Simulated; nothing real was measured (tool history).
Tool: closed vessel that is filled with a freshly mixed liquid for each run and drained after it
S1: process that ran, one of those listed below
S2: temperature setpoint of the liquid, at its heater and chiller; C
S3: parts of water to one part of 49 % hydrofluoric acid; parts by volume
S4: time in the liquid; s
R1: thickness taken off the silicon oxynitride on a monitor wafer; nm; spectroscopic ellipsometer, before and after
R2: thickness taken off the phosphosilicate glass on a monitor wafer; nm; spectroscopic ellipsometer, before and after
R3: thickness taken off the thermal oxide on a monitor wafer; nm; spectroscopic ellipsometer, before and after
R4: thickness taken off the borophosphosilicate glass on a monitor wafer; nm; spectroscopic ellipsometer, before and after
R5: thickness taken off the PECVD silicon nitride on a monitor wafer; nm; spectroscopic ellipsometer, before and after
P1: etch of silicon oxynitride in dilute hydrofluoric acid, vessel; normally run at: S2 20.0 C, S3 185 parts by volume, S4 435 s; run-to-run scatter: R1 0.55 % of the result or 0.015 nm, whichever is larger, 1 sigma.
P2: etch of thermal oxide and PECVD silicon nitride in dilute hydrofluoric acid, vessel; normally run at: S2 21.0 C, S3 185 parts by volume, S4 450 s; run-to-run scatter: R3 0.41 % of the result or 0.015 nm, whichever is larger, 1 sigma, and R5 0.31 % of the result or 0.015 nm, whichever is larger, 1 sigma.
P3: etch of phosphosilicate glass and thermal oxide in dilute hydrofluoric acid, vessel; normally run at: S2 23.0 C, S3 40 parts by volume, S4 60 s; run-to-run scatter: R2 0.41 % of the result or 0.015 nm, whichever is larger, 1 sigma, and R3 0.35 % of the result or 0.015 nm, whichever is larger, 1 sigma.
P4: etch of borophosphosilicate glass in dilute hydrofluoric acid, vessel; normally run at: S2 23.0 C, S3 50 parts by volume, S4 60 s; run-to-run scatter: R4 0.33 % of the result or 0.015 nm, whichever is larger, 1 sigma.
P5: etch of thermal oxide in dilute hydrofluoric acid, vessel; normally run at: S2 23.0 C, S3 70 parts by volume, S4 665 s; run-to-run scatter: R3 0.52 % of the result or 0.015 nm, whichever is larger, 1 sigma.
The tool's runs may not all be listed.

{"run": 1, "hour": 3.8, "S1": "P1", "S2": 20.0, "S3": 185, "S4": 435, "R1": 4.8568}
{"run": 2, "hour": 9.2, "S1": "P3", "S2": 29.5, "S3": 40, "S4": 60, "R2": 305.2, "R3": 9.4634}
{"run": 3, "hour": 14.2, "S1": "P1", "S2": 20.0, "S3": 185, "S4": 435, "R1": 4.9046}
{"run": 4, "hour": 21.9, "S1": "P5", "S2": 28.5, "S3": 70, "S4": 665, "R3": 55.447}
{"run": 5, "hour": 27.4, "S1": "P4", "S2": 23.0, "S3": 50, "S4": 60, "R4": 48.557}
{"run": 6, "hour": 32.1, "S1": "P2", "S2": 17.0, "S3": 185, "S4": 450, "R3": 8.0099, "R5": 5.6383}
{"run": 7, "hour": 38.4, "S1": "P1", "S2": 20.0, "S3": 185, "S4": 435, "R1": 4.9194}
{"run": 8, "hour": 43.6, "S1": "P1", "S2": 20.0, "S3": 185, "S4": 725, "R1": 8.1413}
{"run": 9, "hour": 47.7, "S1": "P5", "S2": 23.0, "S3": 40, "S4": 665, "R3": 81.256}
{"run": 10, "hour": 53.5, "S1": "P4", "S2": 23.0, "S3": 50, "S4": 60, "R4": 48.467}
{"run": 11, "hour": 59.4, "S1": "P1", "S2": 20.0, "S3": 35, "S4": 435, "R1": 28.7}
{"run": 12, "hour": 66.4, "S1": "P1", "S2": 20.0, "S3": 185, "S4": 435, "R1": 4.8797}
{"run": 13, "hour": 71.5, "S1": "P1", "S2": 20.0, "S3": 185, "S4": 435, "R1": 4.9436}
{"run": 14, "hour": 77.5, "S1": "P3", "S2": 23.0, "S3": 40, "S4": 90, "R2": 353.39, "R3": 10.859}
{"run": 15, "hour": 84.0, "S1": "P1", "S2": 20.0, "S3": 335, "S4": 435, "R1": 2.4441}
{"run": 16, "hour": 88.4, "S1": "P5", "S2": 23.0, "S3": 70, "S4": 665, "R3": 45.027}
{"run": 17, "hour": 91.9, "S1": "P5", "S2": 23.0, "S3": 70, "S4": 1010, "R3": 67.463}
{"run": 18, "hour": 96.3, "S1": "P2", "S2": 21.0, "S3": 185, "S4": 450, "R3": 9.3434, "R5": 7.3232}
{"run": 19, "hour": 102.9, "S1": "P5", "S2": 23.0, "S3": 70, "S4": 665, "R3": 45.001}
{"run": 20, "hour": 106.6, "S1": "P3", "S2": 23.0, "S3": 40, "S4": 60, "R2": 234.93, "R3": 7.3135}
{"run": 21, "hour": 113.6, "S1": "P3", "S2": 23.0, "S3": 20, "S4": 60, "R2": 480.33, "R3": 14.937}
{"run": 22, "hour": 119.7, "S1": "P1", "S2": 20.0, "S3": 185, "S4": 120, "R1": 1.3869}
{"run": 23, "hour": 123.2, "S1": "P4", "S2": 23.0, "S3": 50, "S4": 30, "R4": 24.231}
{"run": 24, "hour": 128.5, "S1": "P1", "S2": 17.0, "S3": 185, "S4": 740, "R1": 7.2274}
{"run": 25, "hour": 133.9, "S1": "P4", "S2": 17.0, "S3": 50, "S4": 60, "R4": 37.653}
{"run": 26, "hour": 139.5, "S1": "P4", "S2": 23.0, "S3": 20, "S4": 60, "R4": 125.17}
{"run": 27, "hour": 145.7, "S1": "P1", "S2": 17.0, "S3": 185, "S4": 435, "R1": 4.1981}
{"run": 28, "hour": 151.2, "S1": "P2", "S2": 21.0, "S3": 185, "S4": 715, "R3": 14.921, "R5": 11.716}
{"run": 29, "hour": 155.8, "S1": "P2", "S2": 21.0, "S3": 75, "S4": 450, "R3": 25.947, "R5": 17.873}
{"run": 30, "hour": 161.9, "S1": "P1", "S2": 20.0, "S3": 185, "S4": 435, "R1": 4.8818}
{"run": 31, "hour": 167.8, "S1": "P1", "S2": 26.0, "S3": 185, "S4": 435, "R1": 6.4413}
{"run": 32, "hour": 175.4, "S1": "P1", "S2": 20.0, "S3": 185, "S4": 435, "R1": 4.8978}
{"run": 33, "hour": 180.0, "S1": "P1", "S2": 20.0, "S3": 185, "S4": 435, "R1": 5.1299}
{"run": 34, "hour": 186.8, "S1": "P1", "S2": 20.0, "S3": 185, "S4": 435, "R1": 5.3784}
{"run": 35, "hour": 190.9, "S1": "P1", "S2": 20.0, "S3": 185, "S4": 435, "R1": 5.4117}
{"run": 36, "hour": 198.6, "S1": "P1", "S2": 20.0, "S3": 185, "S4": 435, "R1": 5.4997}
{"run": 37, "hour": 202.7, "S1": "P1", "S2": 20.0, "S3": 185, "S4": 435, "R1": 5.4421}
{"run": 38, "hour": 206.2, "S1": "P1", "S2": 20.0, "S3": 185, "S4": 435, "R1": 5.465}

What P1 gives has crept away from where it was. These 2 causes fit the log equally well, each at the size given:
A: liquid hotter than its thermometer reads (K) = 2.45
B: hydrofluoric acid flow above the setpoint (%) = 10.7
The creep began at about hour 175.4.

4 check runs are offered, one wafer each, their results left as question marks. Which one tells the causes apart?
{"run": "check 1", "hour": 209.7, "S1": "P3", "S2": 23.0, "S3": 40, "S4": 60, "R2": "?", "R3": "?"}
{"run": "check 2", "hour": 209.7, "S1": "P4", "S2": 23.0, "S3": 50, "S4": 60, "R4": "?"}
{"run": "check 3", "hour": 209.7, "S1": "P5", "S2": 23.0, "S3": 70, "S4": 665, "R3": "?"}
{"run": "check 4", "hour": 209.7, "S1": "P2", "S2": 21.0, "S3": 185, "S4": 450, "R3": "?", "R5": "?"}

What each check would give under each cause:
check=check_1 result=R2 if_A=259.27 if_B=260.66
check=check_1 result=R3 if_A=8.0528 if_B=8.0960
check=check_2 result=R4 if_A=53.608 if_B=53.995
check=check_3 result=R3 if_A=49.2250 if_B=49.7800
check=check_4 result=R3 if_A=10.2670 if_B=10.5470
check=check_4 result=R5 if_A=8.6105 if_B=8.1163
How far apart the two closest causes lie, in the result that separates them most: check 1 0.53 %; check 2 0.72 %; check 3 1.12 %; check 4 5.91 %
Only check 4 tells the causes apart: in the others they would give nearly the same result.

Check 4 was then run and gave: R3 10.3640 nm; R5 8.6418 nm. Which cause is it?

It is A: liquid hotter than its thermometer reads (K).

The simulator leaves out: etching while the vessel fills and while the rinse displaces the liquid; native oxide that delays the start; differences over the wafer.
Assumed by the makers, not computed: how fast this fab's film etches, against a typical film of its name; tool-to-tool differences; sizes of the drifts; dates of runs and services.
